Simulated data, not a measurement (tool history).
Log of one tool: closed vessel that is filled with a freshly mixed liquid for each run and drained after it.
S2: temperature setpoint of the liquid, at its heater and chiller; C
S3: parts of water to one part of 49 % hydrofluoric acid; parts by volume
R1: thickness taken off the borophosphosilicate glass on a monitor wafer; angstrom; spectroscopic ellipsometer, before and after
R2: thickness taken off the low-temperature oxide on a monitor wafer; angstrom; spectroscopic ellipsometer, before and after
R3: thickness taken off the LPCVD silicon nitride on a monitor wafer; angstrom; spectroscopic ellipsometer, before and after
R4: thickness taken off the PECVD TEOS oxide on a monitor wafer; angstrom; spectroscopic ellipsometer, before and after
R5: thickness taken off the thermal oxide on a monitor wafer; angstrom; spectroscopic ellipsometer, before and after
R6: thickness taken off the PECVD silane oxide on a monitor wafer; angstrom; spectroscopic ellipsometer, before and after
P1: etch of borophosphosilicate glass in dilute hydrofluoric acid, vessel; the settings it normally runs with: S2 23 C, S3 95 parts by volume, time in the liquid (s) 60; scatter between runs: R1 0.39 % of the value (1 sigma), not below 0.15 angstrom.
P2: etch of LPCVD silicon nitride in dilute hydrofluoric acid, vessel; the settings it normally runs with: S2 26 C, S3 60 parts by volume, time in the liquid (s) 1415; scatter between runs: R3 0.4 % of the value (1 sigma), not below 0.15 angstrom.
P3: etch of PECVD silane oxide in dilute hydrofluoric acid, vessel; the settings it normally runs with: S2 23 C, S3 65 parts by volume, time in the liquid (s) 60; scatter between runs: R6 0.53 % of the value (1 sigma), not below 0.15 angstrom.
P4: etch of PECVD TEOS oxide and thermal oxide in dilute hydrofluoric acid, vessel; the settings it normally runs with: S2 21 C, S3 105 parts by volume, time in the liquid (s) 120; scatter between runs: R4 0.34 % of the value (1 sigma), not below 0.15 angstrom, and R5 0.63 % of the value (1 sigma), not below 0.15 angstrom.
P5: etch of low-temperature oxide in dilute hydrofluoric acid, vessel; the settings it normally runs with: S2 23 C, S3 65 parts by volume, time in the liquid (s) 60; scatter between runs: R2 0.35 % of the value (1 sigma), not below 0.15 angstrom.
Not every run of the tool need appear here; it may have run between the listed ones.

run 1 hour=11.7 | process_that_ran=P1 S2=23 S3=95 time_in_the_liquid_(s)=60 | R1=377.8
run 2 hour=22.8 | process_that_ran=P1 S2=23 S3=95 time_in_the_liquid_(s)=60 | R1=377.72
run 3 hour=37.1 | process_that_ran=P5 S2=17 S3=65 time_in_the_liquid_(s)=60 | R2=128.68
run 4 hour=45.6 | process_that_ran=P1 S2=23 S3=95 time_in_the_liquid_(s)=60 | R1=378.18
-- hour=50.4 thermometer replaced
run 5 hour=55.1 | process_that_ran=P1 S2=28 S3=95 time_in_the_liquid_(s)=30 | R1=228.75
run 6 hour=67.7 | process_that_ran=P1 S2=28 S3=95 time_in_the_liquid_(s)=60 | R1=458.7
run 7 hour=77.4 | process_that_ran=P5 S2=23 S3=65 time_in_the_liquid_(s)=60 | R2=166.91
run 8 hour=89.7 | process_that_ran=P2 S2=26 S3=60 time_in_the_liquid_(s)=1415 | R3=123.08
run 9 hour=99.6 | process_that_ran=P2 S2=26 S3=60 time_in_the_liquid_(s)=2605 | R3=225.74
run 10 hour=112.1 | process_that_ran=P4 S2=21 S3=65 time_in_the_liquid_(s)=120 | R4=266.96 R5=85.261
run 11 hour=126 | process_that_ran=P4 S2=17 S3=105 time_in_the_liquid_(s)=120 | R4=134.37 R5=42.918
run 12 hour=139 | process_that_ran=P2 S2=26 S3=90 time_in_the_liquid_(s)=1415 | R3=82.231
run 13 hour=153.1 | process_that_ran=P3 S2=23 S3=65 time_in_the_liquid_(s)=110 | R6=466.23
run 14 hour=166.5 | process_that_ran=P1 S2=23 S3=135 time_in_the_liquid_(s)=60 | R1=253.54
run 15 hour=175.6 | process_that_ran=P1 S2=23 S3=95 time_in_the_liquid_(s)=105 | R1=657.72
run 16 hour=187.4 | process_that_ran=P2 S2=20.5 S3=60 time_in_the_liquid_(s)=1415 | R3=85.15
run 17 hour=195.8 | process_that_ran=P3 S2=23 S3=65 time_in_the_liquid_(s)=60 | R6=254.15
run 18 hour=207.3 | process_that_ran=P1 S2=23 S3=95 time_in_the_liquid_(s)=60 | R1=379.17
run 19 hour=223 | process_that_ran=P1 S2=23 S3=55 time_in_the_liquid_(s)=60 | R1=690.47
run 20 hour=236.1 | process_that_ran=P4 S2=21 S3=105 time_in_the_liquid_(s)=120 | R4=159.66 R5=50.262
run 21 hour=251.6 | process_that_ran=P5 S2=23 S3=65 time_in_the_liquid_(s)=90 | R2=248.63
run 22 hour=264.6 | process_that_ran=P5 S2=23 S3=30 time_in_the_liquid_(s)=60 | R2=377.76
run 23 hour=272.7 | process_that_ran=P1 S2=17 S3=95 time_in_the_liquid_(s)=60 | R1=295.95
run 24 hour=286.8 | process_that_ran=P3 S2=19 S3=65 time_in_the_liquid_(s)=60 | R6=211.74
run 25 hour=301.1 | process_that_ran=P3 S2=23 S3=105 time_in_the_liquid_(s)=60 | R6=149.89
run 26 hour=311.1 | process_that_ran=P1 S2=23 S3=95 time_in_the_liquid_(s)=35 | R1=219.76
run 27 hour=322.1 | process_that_ran=P4 S2=21 S3=105 time_in_the_liquid_(s)=200 | R4=265.41 R5=83.932
run 28 hour=335.9 | process_that_ran=P4 S2=21 S3=105 time_in_the_liquid_(s)=120 | R4=158.8 R5=50.256
run 29 hour=350.7 | process_that_ran=P1 S2=23 S3=95 time_in_the_liquid_(s)=60 | R1=380.47
run 30 hour=359 | process_that_ran=P1 S2=23 S3=95 time_in_the_liquid_(s)=60 | R1=370.07
run 31 hour=372.7 | process_that_ran=P1 S2=23 S3=95 time_in_the_liquid_(s)=60 | R1=363.03
run 32 hour=386.9 | process_that_ran=P1 S2=23 S3=95 time_in_the_liquid_(s)=60 | R1=357.57
run 33 hour=397.5 | process_that_ran=P1 S2=23 S3=95 time_in_the_liquid_(s)=60 | R1=356.3
run 34 hour=409.5 | process_that_ran=P1 S2=23 S3=95 time_in_the_liquid_(s)=60 | R1=358.08
run 35 hour=424.3 | process_that_ran=P1 S2=23 S3=95 time_in_the_liquid_(s)=60 | R1=356.18
run 36 hour=432.4 | process_that_ran=P1 S2=23 S3=95 time_in_the_liquid_(s)=60 | R1=357.45

P1 has crept away from where it was. The log is fitted equally well by each of these 2 causes, at the sizes shown:
A: liquid colder than its thermometer reads (K) = 1.47
B: hydrofluoric acid flow below the setpoint (%) = 5.16
At approximately hour 350.7, the process output began to creep.

Each of the 4 check runs below uses one wafer; its results are left as question marks. Which run tells the causes apart?
run check 1 hour=440.5 | process_that_ran=P4 S2=21 S3=105 time_in_the_liquid_(s)=120 | R4=? R5=?
run check 2 hour=440.5 | process_that_ran=P2 S2=26 S3=60 time_in_the_liquid_(s)=1415 | R3=?
run check 3 hour=440.5 | process_that_ran=P5 S2=23 S3=65 time_in_the_liquid_(s)=60 | R2=?
run check 4 hour=440.5 | process_that_ran=P3 S2=23 S3=65 time_in_the_liquid_(s)=60 | R6=?

Predicted outcomes, by check and by cause:
check=check_1 result=R4 if_A=149.68 if_B=149.77
check=check_1 result=R5 if_A=47.193 if_B=47.223
check=check_2 result=R3 if_A=111.2 if_B=116.38
check=check_3 result=R2 if_A=156.66 if_B=157.16
check=check_4 result=R6 if_A=238.79 if_B=239.54
Smallest distance between any two causes, each pair judged by its most separating result, in per cent: check 1 0.06 %; check 2 4.55 %; check 3 0.31 %; check 4 0.31 %
Check 2 tells the causes apart: in the others they would give nearly the same result.

Then check 2 was run and gave: R3 115.76 angstrom. Which cause is it?

It is B: hydrofluoric acid flow below the setpoint (%).

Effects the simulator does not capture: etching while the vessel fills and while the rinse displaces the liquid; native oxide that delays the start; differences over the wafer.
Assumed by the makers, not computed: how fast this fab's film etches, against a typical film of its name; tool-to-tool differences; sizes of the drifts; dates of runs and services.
